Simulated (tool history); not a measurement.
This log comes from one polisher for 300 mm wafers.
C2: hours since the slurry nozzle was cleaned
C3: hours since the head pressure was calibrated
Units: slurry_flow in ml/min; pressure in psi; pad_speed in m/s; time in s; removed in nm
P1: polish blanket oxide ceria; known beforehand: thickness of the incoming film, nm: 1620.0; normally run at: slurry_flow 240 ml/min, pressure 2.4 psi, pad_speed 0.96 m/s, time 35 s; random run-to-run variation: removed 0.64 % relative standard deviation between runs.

Run 1, hour 9.3: slurry_flow 240 ml/min, pressure 2.4 psi, pad_speed 0.96 m/s, time 35 s; wafers polished on this pad 974; C2 249.6; C3 251.5. Result: removed 132.55 nm.
Run 2, hour 16.4: slurry_flow 240 ml/min, pressure 1.1 psi, pad_speed 0.96 m/s, time 35 s; wafers polished on this pad 1059; C2 256.7; C3 258.6. Result: removed 60.591 nm.
Run 3, hour 26.8: slurry_flow 240 ml/min, pressure 2.4 psi, pad_speed 0.44 m/s, time 35 s; wafers polished on this pad 1184; C2 267.1; C3 269. Result: removed 61.301 nm.
Run 4, hour 38.3: slurry_flow 240 ml/min, pressure 2.4 psi, pad_speed 0.52 m/s, time 49 s; wafers polished on this pad 1322; C2 278.6; C3 280.5. Result: removed 100.85 nm.
Run 5, hour 44.6: slurry_flow 345 ml/min, pressure 2.4 psi, pad_speed 0.72 m/s, time 35 s; wafers polished on this pad 1397; C2 284.9; C3 286.8. Result: removed 104.75 nm.
At hour 50.5: slurry nozzle cleaned.
Run 6, hour 52.6: slurry_flow 240 ml/min, pressure 2.4 psi, pad_speed 0.96 m/s, time 35 s; wafers polished on this pad 1493; C2 2.1; C3 294.8. Result: removed 133.25 nm.
Run 7, hour 58: slurry_flow 375 ml/min, pressure 2.4 psi, pad_speed 0.96 m/s, time 35 s; wafers polished on this pad 1558; C2 7.5; C3 300.2. Result: removed 138.26 nm.
Run 8, hour 68.8: slurry_flow 240 ml/min, pressure 2.4 psi, pad_speed 0.96 m/s, time 18 s; wafers polished on this pad 1687; C2 18.3; C3 311. Result: removed 68.655 nm.
Run 9, hour 76.7: slurry_flow 150 ml/min, pressure 2.4 psi, pad_speed 0.96 m/s, time 35 s; wafers polished on this pad 1782; C2 26.2; C3 318.9. Result: removed 124.16 nm.
Run 10, hour 83.3: slurry_flow 325 ml/min, pressure 1.4 psi, pad_speed 0.96 m/s, time 35 s; wafers polished on this pad 1861; C2 32.8; C3 325.5. Result: removed 79.818 nm.
Run 11, hour 90.3: slurry_flow 240 ml/min, pressure 2.4 psi, pad_speed 1.38 m/s, time 35 s; wafers polished on this pad 1945; C2 39.8; C3 332.5. Result: removed 192.5 nm.
Run 12, hour 96.2: slurry_flow 240 ml/min, pressure 3.7 psi, pad_speed 0.96 m/s, time 35 s; wafers polished on this pad 2016; C2 45.7; C3 338.4. Result: removed 206.44 nm.
Run 13, hour 103.9: slurry_flow 240 ml/min, pressure 2.4 psi, pad_speed 0.96 m/s, time 55 s; wafers polished on this pad 2108; C2 53.4; C3 346.1. Result: removed 209.06 nm.
Run 14, hour 112.4: slurry_flow 240 ml/min, pressure 2.4 psi, pad_speed 0.96 m/s, time 35 s; wafers polished on this pad 2210; C2 61.9; C3 354.6. Result: removed 134 nm.
Run 15, hour 124.6: slurry_flow 240 ml/min, pressure 2.4 psi, pad_speed 0.96 m/s, time 35 s; wafers polished on this pad 2356; C2 74.1; C3 366.8. Result: removed 133.3 nm.
Run 16, hour 136: slurry_flow 240 ml/min, pressure 2.4 psi, pad_speed 0.96 m/s, time 35 s; wafers polished on this pad 2493; C2 85.5; C3 378.2. Result: removed 135.26 nm.
Run 17, hour 146.2: slurry_flow 240 ml/min, pressure 2.4 psi, pad_speed 0.96 m/s, time 35 s; wafers polished on this pad 2615; C2 95.7; C3 388.4. Result: removed 132.82 nm.
Run 18, hour 152.1: slurry_flow 240 ml/min, pressure 2.4 psi, pad_speed 0.96 m/s, time 35 s; wafers polished on this pad 2686; C2 101.6; C3 394.3. Result: removed 131.92 nm.
Run 19, hour 162.5: slurry_flow 240 ml/min, pressure 2.4 psi, pad_speed 0.96 m/s, time 35 s; wafers polished on this pad 2811; C2 112; C3 404.7. Result: removed 128.55 nm.
Run 20, hour 173.1: slurry_flow 240 ml/min, pressure 2.4 psi, pad_speed 0.96 m/s, time 35 s; wafers polished on this pad 2938; C2 122.6; C3 415.3. Result: removed 127.28 nm.
Run 21, hour 185: slurry_flow 240 ml/min, pressure 2.4 psi, pad_speed 0.96 m/s, time 35 s; wafers polished on this pad 3080; C2 134.5; C3 427.2. Result: removed 126.53 nm.
Run 22, hour 195.1: slurry_flow 240 ml/min, pressure 2.4 psi, pad_speed 0.96 m/s, time 35 s; wafers polished on this pad 3201; C2 144.6; C3 437.3. Result: removed 125.41 nm.
At hour 202.7: worn pad replaced by a new one.
Run 23, hour 202.7: slurry_flow 240 ml/min, pressure 2.4 psi, pad_speed 0.96 m/s, time 35 s; wafers polished on this pad 0; C2 152.2; C3 444.9. Result: removed 125.86 nm.
Run 24, hour 215.1: slurry_flow 240 ml/min, pressure 2.4 psi, pad_speed 0.96 m/s, time 35 s; wafers polished on this pad 148; C2 164.6; C3 457.3. Result: removed 123.49 nm.
Run 25, hour 223.9: slurry_flow 240 ml/min, pressure 2.4 psi, pad_speed 0.96 m/s, time 35 s; wafers polished on this pad 254; C2 173.4; C3 466.1. Result: removed 126.94 nm.

P1 no longer gives what it gave before; its output has crept away from where it was. The following 2 causes, each at its listed size, fit the log equally well:
A: head's pressure below its setpoint, % = 6.12
B: slurry flow missing at the pad, % = 36.5
The creep began at about hour 146.2.
Each remaining cause and why it is not a fit:
removal rate lost through wear of the pad, %: work on it at hour 202.7, done after the drift set in, did not restore what the process gave before

Of the 4 check runs below, each run on 5 wafers with the results averaged and each result still a question mark, which one would tell the listed causes apart?
Run check 1, hour 232.7: slurry_flow 240 ml/min, pressure 1.2 psi, pad_speed 0.96 m/s, time 35 s. Result: removed ?.
Run check 2, hour 232.7: slurry_flow 240 ml/min, pressure 3.5 psi, pad_speed 0.5 m/s, time 35 s. Result: removed ?.
Run check 3, hour 232.7: slurry_flow 175 ml/min, pressure 2.4 psi, pad_speed 0.96 m/s, time 35 s. Result: removed ?.
Run check 4, hour 232.7: slurry_flow 240 ml/min, pressure 1.8 psi, pad_speed 1.34 m/s, time 35 s. Result: removed ?.

If the cause were each of the candidates in turn, the checks would give the following:
  check   result    if A    if B
check 1  removed  62.641  62.647
check 2  removed  95.158  95.166
check 3  removed  120.25  117.72
check 4  removed  131.15  131.17
Distance between the nearest two causes, measured in the result of the check that separates them most: check 1 0.01 %; check 2 0.01 %; check 3 2.13 %; check 4 0.01 %
Only check 3 tells the causes apart: in the others they would give nearly the same result.

Check 3 was then run and gave: removed 117.53 nm. Which cause is it?

The correct cause is B, namely: slurry flow missing at the pad, %.
